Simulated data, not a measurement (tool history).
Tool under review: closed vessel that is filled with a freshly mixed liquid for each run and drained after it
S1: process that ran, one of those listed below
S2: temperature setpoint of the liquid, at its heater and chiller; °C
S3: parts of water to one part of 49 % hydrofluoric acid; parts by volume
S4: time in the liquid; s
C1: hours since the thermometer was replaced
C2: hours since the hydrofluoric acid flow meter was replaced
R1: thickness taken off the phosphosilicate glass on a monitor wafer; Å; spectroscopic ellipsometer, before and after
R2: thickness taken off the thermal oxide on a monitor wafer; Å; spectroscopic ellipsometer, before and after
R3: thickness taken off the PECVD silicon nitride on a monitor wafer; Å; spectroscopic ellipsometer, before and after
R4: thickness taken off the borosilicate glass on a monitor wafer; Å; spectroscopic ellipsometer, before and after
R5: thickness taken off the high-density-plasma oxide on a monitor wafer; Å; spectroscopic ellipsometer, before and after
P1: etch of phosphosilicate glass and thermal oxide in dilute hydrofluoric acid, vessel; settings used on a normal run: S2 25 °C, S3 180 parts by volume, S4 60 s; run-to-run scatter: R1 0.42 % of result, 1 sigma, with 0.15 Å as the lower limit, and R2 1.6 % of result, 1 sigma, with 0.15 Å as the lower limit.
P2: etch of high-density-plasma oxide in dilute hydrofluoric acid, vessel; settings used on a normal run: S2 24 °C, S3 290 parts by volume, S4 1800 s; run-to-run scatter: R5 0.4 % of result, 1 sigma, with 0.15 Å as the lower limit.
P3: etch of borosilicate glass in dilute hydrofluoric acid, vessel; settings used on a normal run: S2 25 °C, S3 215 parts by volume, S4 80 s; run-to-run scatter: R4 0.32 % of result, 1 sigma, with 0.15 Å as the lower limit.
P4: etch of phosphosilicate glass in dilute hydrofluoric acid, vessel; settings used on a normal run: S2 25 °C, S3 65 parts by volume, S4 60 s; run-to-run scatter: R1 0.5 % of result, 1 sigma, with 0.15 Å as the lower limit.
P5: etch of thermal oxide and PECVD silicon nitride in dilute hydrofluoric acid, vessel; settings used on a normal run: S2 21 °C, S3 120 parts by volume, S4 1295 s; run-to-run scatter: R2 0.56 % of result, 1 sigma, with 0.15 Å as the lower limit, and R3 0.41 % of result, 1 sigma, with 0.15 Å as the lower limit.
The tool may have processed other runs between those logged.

Run 1, hour 5.4: S1 P1, S2 25 °C, S3 180 parts by volume, S4 60 s; C1 429.7; C2 275.9. Result: R1 632.62 Å, R2 16.287 Å.
Run 2, hour 11.8: S1 P1, S2 25 °C, S3 180 parts by volume, S4 60 s; C1 436.1; C2 282.3. Result: R1 630.62 Å, R2 16.125 Å.
Run 3, hour 15: S1 P4, S2 25 °C, S3 115 parts by volume, S4 60 s; C1 439.3; C2 285.5. Result: R1 854.52 Å.
Run 4, hour 20.5: S1 P1, S2 30 °C, S3 180 parts by volume, S4 60 s; C1 444.8; C2 291. Result: R1 754.36 Å, R2 19.368 Å.
Run 5, hour 25.9: S1 P1, S2 25 °C, S3 105 parts by volume, S4 60 s; C1 450.2; C2 296.4. Result: R1 1182.3 Å, R2 30.371 Å.
Run 6, hour 30.1: S1 P5, S2 21 °C, S3 120 parts by volume, S4 1295 s; C1 454.4; C2 300.6. Result: R2 423.31 Å, R3 472.24 Å.
Run 7, hour 36.5: S1 P1, S2 25 °C, S3 275 parts by volume, S4 60 s; C1 460.8; C2 307. Result: R1 372.96 Å, R2 9.7128 Å.
Run 8, hour 41.3: S1 P1, S2 25 °C, S3 180 parts by volume, S4 120 s; C1 465.6; C2 311.8. Result: R1 1266.4 Å, R2 32.17 Å.
Run 9, hour 44.5: S1 P1, S2 21 °C, S3 180 parts by volume, S4 60 s; C1 468.8; C2 315. Result: R1 545.52 Å, R2 13.869 Å.
Run 10, hour 47.8: S1 P4, S2 25 °C, S3 65 parts by volume, S4 115 s; C1 472.1; C2 318.3. Result: R1 3070 Å.
Run 11, hour 51.2: S1 P1, S2 25 °C, S3 180 parts by volume, S4 60 s; C1 475.5; C2 321.7. Result: R1 633.64 Å, R2 15.974 Å.
Run 12, hour 55.3: S1 P1, S2 25 °C, S3 180 parts by volume, S4 30 s; C1 479.6; C2 325.8. Result: R1 315.61 Å, R2 8.2609 Å.
Run 13, hour 59.1: S1 P3, S2 25 °C, S3 380 parts by volume, S4 80 s; C1 483.4; C2 329.6. Result: R4 42.124 Å.
Run 14, hour 62.5: S1 P3, S2 18 °C, S3 215 parts by volume, S4 80 s; C1 486.8; C2 333. Result: R4 67.479 Å.
Run 15, hour 67.5: S1 P2, S2 24 °C, S3 290 parts by volume, S4 1800 s; C1 491.8; C2 338. Result: R5 259.43 Å.
Run 16, hour 71.7: S1 P3, S2 25 °C, S3 215 parts by volume, S4 120 s; C1 496; C2 342.2. Result: R4 131.72 Å.
Run 17, hour 76.6: S1 P5, S2 17.5 °C, S3 120 parts by volume, S4 1295 s; C1 500.9; C2 347.1. Result: R2 366.12 Å, R3 377.15 Å.
Run 18, hour 80.1: S1 P4, S2 32.5 °C, S3 65 parts by volume, S4 60 s; C1 504.4; C2 350.6. Result: R1 2158 Å.
Run 19, hour 84.7: S1 P3, S2 25 °C, S3 215 parts by volume, S4 80 s; C1 509; C2 355.2. Result: R4 87.845 Å.
Run 20, hour 89: S1 P1, S2 21.5 °C, S3 180 parts by volume, S4 85 s; C1 513.3; C2 359.5. Result: R1 787.02 Å, R2 20.324 Å.
Run 21, hour 95: S1 P3, S2 25 °C, S3 215 parts by volume, S4 80 s; C1 519.3; C2 365.5. Result: R4 87.671 Å.
Run 22, hour 99.3: S1 P2, S2 24 °C, S3 290 parts by volume, S4 2730 s; C1 523.6; C2 369.8. Result: R5 392.76 Å.
Run 23, hour 102.6: S1 P2, S2 19 °C, S3 290 parts by volume, S4 1800 s; C1 526.9; C2 373.1. Result: R5 217.2 Å.
Run 24, hour 107.5: S1 P4, S2 25 °C, S3 65 parts by volume, S4 60 s; C1 531.8; C2 378. Result: R1 1625.3 Å.
Run 25, hour 111.2: S1 P5, S2 21 °C, S3 120 parts by volume, S4 2230 s; C1 535.5; C2 381.7. Result: R2 728.18 Å, R3 819.55 Å.
At hour 117: hydrofluoric acid flow meter replaced.
Run 26, hour 117.7: S1 P1, S2 25 °C, S3 180 parts by volume, S4 60 s; C1 542; C2 0.7. Result: R1 635.57 Å, R2 16.517 Å.
Run 27, hour 122.1: S1 P1, S2 25 °C, S3 180 parts by volume, S4 60 s; C1 546.4; C2 5.1. Result: R1 631.16 Å, R2 16.247 Å.
Run 28, hour 127.7: S1 P5, S2 21 °C, S3 120 parts by volume, S4 1295 s; C1 552; C2 10.7. Result: R2 419.29 Å, R3 476.8 Å.
Run 29, hour 133.4: S1 P2, S2 24 °C, S3 425 parts by volume, S4 1800 s; C1 557.7; C2 16.4. Result: R5 155.12 Å.
Run 30, hour 139.2: S1 P5, S2 21 °C, S3 220 parts by volume, S4 1295 s; C1 563.5; C2 22.2. Result: R2 209.58 Å, R3 262.71 Å.
Run 31, hour 145.2: S1 P1, S2 25 °C, S3 180 parts by volume, S4 60 s; C1 569.5; C2 28.2. Result: R1 637.45 Å, R2 16.308 Å.
Run 32, hour 151.6: S1 P1, S2 25 °C, S3 180 parts by volume, S4 60 s; C1 575.9; C2 34.6. Result: R1 611.47 Å, R2 15.692 Å.
Run 33, hour 157: S1 P1, S2 25 °C, S3 180 parts by volume, S4 60 s; C1 581.3; C2 40. Result: R1 601.13 Å, R2 15.257 Å.
Run 34, hour 161: S1 P1, S2 25 °C, S3 180 parts by volume, S4 60 s; C1 585.3; C2 44. Result: R1 595.99 Å, R2 15.394 Å.
Run 35, hour 164.6: S1 P1, S2 25 °C, S3 180 parts by volume, S4 60 s; C1 588.9; C2 47.6. Result: R1 592.25 Å, R2 15.237 Å.
Run 36, hour 171.1: S1 P1, S2 25 °C, S3 180 parts by volume, S4 60 s; C1 595.4; C2 54.1. Result: R1 588.05 Å, R2 14.913 Å.
Run 37, hour 177.5: S1 P1, S2 25 °C, S3 180 parts by volume, S4 60 s; C1 601.8; C2 60.5. Result: R1 586.48 Å, R2 14.998 Å.
Run 38, hour 183.1: S1 P1, S2 25 °C, S3 180 parts by volume, S4 60 s; C1 607.4; C2 66.1. Result: R1 586.86 Å, R2 15.221 Å.
Run 39, hour 189.1: S1 P1, S2 25 °C, S3 180 parts by volume, S4 60 s; C1 613.4; C2 72.1. Result: R1 581.93 Å, R2 14.857 Å.
Run 40, hour 191.9: S1 P1, S2 25 °C, S3 180 parts by volume, S4 60 s; C1 616.2; C2 74.9. Result: R1 588.65 Å, R2 14.89 Å.

What P1 gives has crept off from where it sat before. The 2 causes that follow fit the log equally well, each at the size noted:
A: liquid colder than its thermometer reads (K) = 2.08
B: hydrofluoric acid flow below the setpoint (%) = 6.22
At approximately hour 145.2, the process output began to creep.

4 check runs are offered, one wafer each, their results left as question marks. Which one tells the causes apart?
Run check 1, hour 194.7: S1 P2, S2 20.5 °C, S3 290 parts by volume, S4 1800 s. Result: R5 ?.
Run check 2, hour 194.7: S1 P5, S2 18 °C, S3 120 parts by volume, S4 2170 s. Result: R2 ?, R3 ?.
Run check 3, hour 194.7: S1 P3, S2 18 °C, S3 370 parts by volume, S4 80 s. Result: R4 ?.
Run check 4, hour 194.7: S1 P4, S2 25 °C, S3 110 parts by volume, S4 100 s. Result: R1 ?.

Outcome of each check run for each possible cause:
  check  result    if A    if B
check 1      R5  212.36  211.36
check 2      R2  573.93  582.23
check 2      R3  562.44  610.44
check 3      R4  31.802  31.558
check 4      R1    1381  1392.9
Per-check spread between the two closest causes, in the result where they differ most: check 1 0.47 %; check 2 8.19 %; check 3 0.77 %; check 4 0.86 %
Only check 2 tells the causes apart: in the others they would give nearly the same result.

The results of check 2 are: R2 581.85 Å; R3 612.21 Å. Based on these, which of the listed causes is it?

It is B: hydrofluoric acid flow below the setpoint (%).
